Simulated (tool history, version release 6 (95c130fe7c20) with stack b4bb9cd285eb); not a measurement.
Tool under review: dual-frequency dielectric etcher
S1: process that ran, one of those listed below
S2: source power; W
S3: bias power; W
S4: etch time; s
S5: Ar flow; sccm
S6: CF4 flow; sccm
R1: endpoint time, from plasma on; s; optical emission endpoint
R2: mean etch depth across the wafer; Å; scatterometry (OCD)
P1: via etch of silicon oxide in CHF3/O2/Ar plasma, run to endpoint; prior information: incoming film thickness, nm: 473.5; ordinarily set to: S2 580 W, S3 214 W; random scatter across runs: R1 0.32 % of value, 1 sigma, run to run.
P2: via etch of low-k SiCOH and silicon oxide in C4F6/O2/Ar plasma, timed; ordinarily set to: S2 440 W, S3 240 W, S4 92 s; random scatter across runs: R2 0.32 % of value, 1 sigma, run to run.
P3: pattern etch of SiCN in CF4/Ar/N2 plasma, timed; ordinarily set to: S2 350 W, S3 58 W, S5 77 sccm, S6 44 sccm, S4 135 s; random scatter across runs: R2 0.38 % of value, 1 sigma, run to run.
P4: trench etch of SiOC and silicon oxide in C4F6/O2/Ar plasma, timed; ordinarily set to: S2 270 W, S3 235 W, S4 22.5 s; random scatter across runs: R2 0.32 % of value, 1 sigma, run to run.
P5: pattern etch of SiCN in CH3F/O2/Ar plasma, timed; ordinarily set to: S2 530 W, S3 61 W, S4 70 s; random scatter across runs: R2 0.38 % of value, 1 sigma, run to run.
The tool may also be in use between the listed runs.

run   hour  S1   S2   S3    S4  S5  S6      R1      R2
  1      3  P1  580  214                226.46
  2    7.4  P1  580  214                224.59
  3    9.6  P5  530   72    70                  289.87
  4   14.5  P2  440  240    64                  1994.8
  5   18.1  P1  580  214                226.68
  6   21.3  P2  280  240    92                  2422.7
  7   25.8  P1  710  262                195.63
  8   28.7  P4  270  235  22.5                  416.23
  9   33.3  P1  580  214                226.69
 10   35.8  P3  350   58    74  77  44          446.79
 11   38.5  P1  400  169                283.54
 12   43.5  P4  270  235  22.5                  414.65
 13   46.5  P5  530   61    70                  275.34
 14   49.7  P5  530   61    97                  379.29
 15   54.5  P1  580  214                225.63
 16   57.9  P2  440  321    92                  3189.4
 17   61.1  P1  580  160                249.55
 18   64.7  P3  350   58   135  77  44          816.25
 19   66.9  P1  360  214                270.44
 20   70.3  P3  350   74   135  77  44          899.59
 21   73.8  P1  400  143                297.58
      77.7  -- bias power generator calibrated
 22   78.3  P1  580  214                225.57
 23   80.7  P5  690   61    70                  304.69
 24   84.2  P4  270  280  22.5                  444.98
 25   87.8  P2  440  240    92                  2881.8
 26   90.7  P3  350   58   135  97  44          792.32
 27   94.5  P1  580  295                200.61
 28   97.8  P4  270  235    29                  537.54
 29  101.3  P5  530   61    70                  274.65
 30  104.3  P1  800  214                200.65
 31  107.5  P4  370  235  22.5                  466.53
 32    112  P3  470   58   135  77  44          1064.9
 33  115.5  P3  350   58   135  77  35          794.98
 34  119.4  P1  580  214                226.76
 35  122.4  P1  580  214                227.63
 36  125.7  P1  580  214                228.16
 37  129.3  P1  580  214                227.86
 38  132.1  P1  580  214                229.12
     132.9  -- wet clean of the chamber
 39  134.7  P1  580  214                227.87
 40  138.8  P1  580  214                229.39
 41  143.8  P1  580  214                229.31
 42  146.7  P1  580  214                229.56
 43  151.5  P1  580  214                 229.1
 44  156.2  P1  580  214                229.29

P1 no longer gives what it gave before; its output has crept away from where it was. The following 2 causes, each at its listed size, fit the log equally well:
A: bias power that arrives under what is set, % = 4.58
B: source power that arrives under what is set, % = 4.21
The creep began at about hour 119.4.
Other possible causes, and why each is ruled out:
chamber walls in a state that lowers the etch rate, %: was serviced at hour 132.9, once the creep was under way, yet the earlier output never came back

Which of the check runs below tells the causes apart, meaning the causes would give it clearly different results? Each run uses 2 wafers whose results are averaged, and each result is shown as a question mark.
check 1  160.9  P4  270  235  22.5               ?
check 2  160.9  P3  350   58   135  77  44       ?
check 3  160.9  P5  530   61    70               ?
check 4  160.9  P2  440  240    92               ?

Predicted outcomes, by check and by cause:
  check  result    if A    if B
check 1      R2  409.22  409.08
check 2      R2  808.06  790.89
check 3      R2  270.48  270.22
check 4      R2  2837.7    2835
Distance between the nearest two causes, measured in the result of the check that separates them most: check 1 0.03 %; check 2 2.15 %; check 3 0.1 %; check 4 0.1 %
Only check 2 tells the causes apart: in the others they would give nearly the same result.

Check 2 was then run and gave: R2 807.12 Å. Which cause is it?

The cause is A: bias power that arrives under what is set, %.
